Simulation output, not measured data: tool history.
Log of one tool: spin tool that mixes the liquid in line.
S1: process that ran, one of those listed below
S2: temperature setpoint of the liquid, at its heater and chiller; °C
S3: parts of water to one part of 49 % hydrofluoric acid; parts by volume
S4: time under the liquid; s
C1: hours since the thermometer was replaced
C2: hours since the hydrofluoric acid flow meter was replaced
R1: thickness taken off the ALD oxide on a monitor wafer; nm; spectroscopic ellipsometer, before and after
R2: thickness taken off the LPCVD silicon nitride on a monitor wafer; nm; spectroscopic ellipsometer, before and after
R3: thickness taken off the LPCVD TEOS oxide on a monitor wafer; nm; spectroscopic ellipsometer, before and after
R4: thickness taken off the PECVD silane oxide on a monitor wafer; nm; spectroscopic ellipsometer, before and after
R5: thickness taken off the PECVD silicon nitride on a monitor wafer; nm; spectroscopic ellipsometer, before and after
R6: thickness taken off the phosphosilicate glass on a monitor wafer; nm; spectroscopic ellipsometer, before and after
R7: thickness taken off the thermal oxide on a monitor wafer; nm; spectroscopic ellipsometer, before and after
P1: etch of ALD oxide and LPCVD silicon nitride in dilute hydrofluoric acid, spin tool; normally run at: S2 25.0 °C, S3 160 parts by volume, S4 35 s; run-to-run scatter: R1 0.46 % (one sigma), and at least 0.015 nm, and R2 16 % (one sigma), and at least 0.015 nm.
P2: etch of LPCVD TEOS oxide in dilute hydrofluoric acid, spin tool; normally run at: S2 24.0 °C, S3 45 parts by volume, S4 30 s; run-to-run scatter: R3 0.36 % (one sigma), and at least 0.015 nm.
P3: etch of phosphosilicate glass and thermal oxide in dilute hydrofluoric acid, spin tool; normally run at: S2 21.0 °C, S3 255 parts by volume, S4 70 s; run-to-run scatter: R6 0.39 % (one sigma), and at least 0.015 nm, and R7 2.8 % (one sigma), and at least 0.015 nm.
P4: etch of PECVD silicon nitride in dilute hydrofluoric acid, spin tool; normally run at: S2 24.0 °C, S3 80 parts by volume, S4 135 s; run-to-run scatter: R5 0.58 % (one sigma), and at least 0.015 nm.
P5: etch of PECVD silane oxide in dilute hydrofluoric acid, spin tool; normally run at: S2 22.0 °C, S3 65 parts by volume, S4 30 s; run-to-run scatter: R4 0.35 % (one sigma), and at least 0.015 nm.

run 1 day=0.162 | S1=P1 S2=25.0 S3=160 S4=35 | C1=410.6 C2=308.6 | R1=5.6166 R2=0.080106
run 2 day=0.288 | S1=P1 S2=25.0 S3=160 S4=35 | C1=413.6 C2=311.6 | R1=5.5462 R2=0.106780
run 3 day=0.396 | S1=P1 S2=25.0 S3=225 S4=60 | C1=416.2 C2=314.2 | R1=6.3105 R2=0.149280
run 4 day=0.529 | S1=P2 S2=24.0 S3=45 S4=30 | C1=419.4 C2=317.4 | R3=17.720
run 5 day=0.708 | S1=P1 S2=25.0 S3=235 S4=60 | C1=423.7 C2=321.7 | R1=5.9510 R2=0.177070
run 6 day=0.850 | S1=P1 S2=25.0 S3=290 S4=35 | C1=427.1 C2=325.1 | R1=2.7041 R2=0.057838
run 7 day=0.979 | S1=P5 S2=22.0 S3=65 S4=50 | C1=430.2 C2=328.2 | R4=13.0830
run 8 day=1.133 | S1=P5 S2=29.5 S3=65 S4=30 | C1=433.9 C2=331.9 | R4=10.6620
run 9 day=1.233 | S1=P1 S2=33.0 S3=160 S4=35 | C1=436.3 C2=334.3 | R1=7.4161 R2=0.151340
run 10 day=1.375 | S1=P4 S2=24.0 S3=80 S4=15 | C1=439.7 C2=337.7 | R5=0.49503
run 11 day=1.479 | S1=P5 S2=22.0 S3=65 S4=30 | C1=442.2 C2=340.2 | R4=7.8329
run 12 day=1.625 | S1=P3 S2=21.0 S3=90 S4=70 | C1=445.7 C2=343.7 | R6=75.899 R7=3.46830
run 13 day=1.796 | S1=P5 S2=22.0 S3=110 S4=30 | C1=449.8 C2=347.8 | R4=4.3783
run 14 day=1.975 | S1=P2 S2=24.0 S3=45 S4=55 | C1=454.1 C2=352.1 | R3=32.444
run 15 day=2.167 | S1=P3 S2=21.0 S3=255 S4=70 | C1=458.7 C2=356.7 | R6=22.526 R7=0.98360
run 16 day=2.342 | S1=P3 S2=21.0 S3=255 S4=105 | C1=462.9 C2=360.9 | R6=33.882 R7=1.49630
run 17 day=2.458 | S1=P1 S2=25.0 S3=30 S4=35 | C1=465.7 C2=363.7 | R1=35.0430 R2=0.766310
run 18 day=2.608 | S1=P2 S2=32.5 S3=45 S4=30 | C1=469.3 C2=367.3 | R3=24.761
run 19 day=2.758 | S1=P1 S2=25.0 S3=160 S4=35 | C1=472.9 C2=370.9 | R1=5.5802 R2=0.136540
run 20 day=2.896 | S1=P1 S2=25.0 S3=160 S4=35 | C1=476.2 C2=374.2 | R1=5.5566 R2=0.146310
run 21 day=3.100 | S1=P1 S2=20.0 S3=160 S4=35 | C1=481.1 C2=379.1 | R1=4.6309 R2=0.083054
run 22 day=3.271 | S1=P1 S2=25.0 S3=160 S4=60 | C1=485.2 C2=383.2 | R1=9.6179 R2=0.282630
run 23 day=3.412 | S1=P2 S2=24.0 S3=75 S4=30 | C1=488.6 C2=386.6 | R3=10.185
run 24 day=3.604 | S1=P4 S2=24.0 S3=80 S4=135 | C1=493.2 C2=391.2 | R5=4.40230
-- day=3.696 hydrofluoric acid flow meter replaced
run 25 day=3.738 | S1=P5 S2=22.0 S3=65 S4=30 | C1=496.4 C2=1.1 | R4=7.9146
run 26 day=3.867 | S1=P3 S2=17.0 S3=255 S4=70 | C1=499.5 C2=4.2 | R6=19.377 R7=0.88645
run 27 day=4.054 | S1=P1 S2=25.0 S3=260 S4=65 | C1=504.0 C2=8.7 | R1=5.6962 R2=0.160750
run 28 day=4.217 | S1=P1 S2=25.0 S3=160 S4=15 | C1=507.9 C2=12.6 | R1=2.3466 R2=0.041547
run 29 day=4.421 | S1=P4 S2=31.5 S3=80 S4=135 | C1=512.8 C2=17.5 | R5=7.15590
run 30 day=4.608 | S1=P4 S2=24.0 S3=40 S4=135 | C1=517.3 C2=22.0 | R5=8.71690
run 31 day=4.750 | S1=P1 S2=25.0 S3=160 S4=35 | C1=520.7 C2=25.4 | R1=5.6121 R2=0.090794
run 32 day=4.938 | S1=P1 S2=25.0 S3=160 S4=35 | C1=525.2 C2=29.9 | R1=5.8202 R2=0.121150
run 33 day=5.112 | S1=P1 S2=25.0 S3=160 S4=35 | C1=529.4 C2=34.1 | R1=5.9377 R2=0.179050
run 34 day=5.275 | S1=P1 S2=25.0 S3=160 S4=35 | C1=533.3 C2=38.0 | R1=6.0089 R2=0.191650
run 35 day=5.425 | S1=P1 S2=25.0 S3=160 S4=35 | C1=536.9 C2=41.6 | R1=6.0869 R2=0.129500
run 36 day=5.538 | S1=P1 S2=25.0 S3=160 S4=35 | C1=539.6 C2=44.3 | R1=6.0855 R2=0.140910
run 37 day=5.679 | S1=P1 S2=25.0 S3=160 S4=35 | C1=543.0 C2=47.7 | R1=6.0848 R2=0.137670
run 38 day=5.875 | S1=P1 S2=25.0 S3=160 S4=35 | C1=547.7 C2=52.4 | R1=6.0922 R2=0.148870

What P1 gives has crept away from where it was. These 2 causes fit the log equally well, each at the size given:
A: liquid hotter than its thermometer reads (K) = 2.38
B: hydrofluoric acid flow above the setpoint (%) = 7.76
The creep began at about day 4.750.

4 check runs are offered, one wafer each, their results left as question marks. Which one tells the causes apart?
run check 1 day=6.071 | S1=P5 S2=27.0 S3=100 S4=30 | R4=?
run check 2 day=6.071 | S1=P2 S2=31.5 S3=70 S4=30 | R3=?
run check 3 day=6.071 | S1=P4 S2=24.0 S3=80 S4=45 | R5=?
run check 4 day=6.071 | S1=P3 S2=21.0 S3=175 S4=70 | R6=? R7=?

What each check would give under each cause:
check=check_1 result=R4 if_A=6.5413 if_B=6.4991
check=check_2 result=R3 if_A=16.119 if_B=16.006
check=check_3 result=R5 if_A=1.72690 if_B=1.58900
check=check_4 result=R6 if_A=38.911 if_B=38.781
check=check_4 result=R7 if_A=1.78080 if_B=1.77490
How far apart the two closest causes lie, in the result that separates them most: check 1 0.65 %; check 2 0.71 %; check 3 8.32 %; check 4 0.33 %
Check 3 tells the causes apart: in the others they would give nearly the same result.

Then check 3 was run and gave: R5 1.74950 nm. Which cause is it?

It is A: liquid hotter than its thermometer reads (K).

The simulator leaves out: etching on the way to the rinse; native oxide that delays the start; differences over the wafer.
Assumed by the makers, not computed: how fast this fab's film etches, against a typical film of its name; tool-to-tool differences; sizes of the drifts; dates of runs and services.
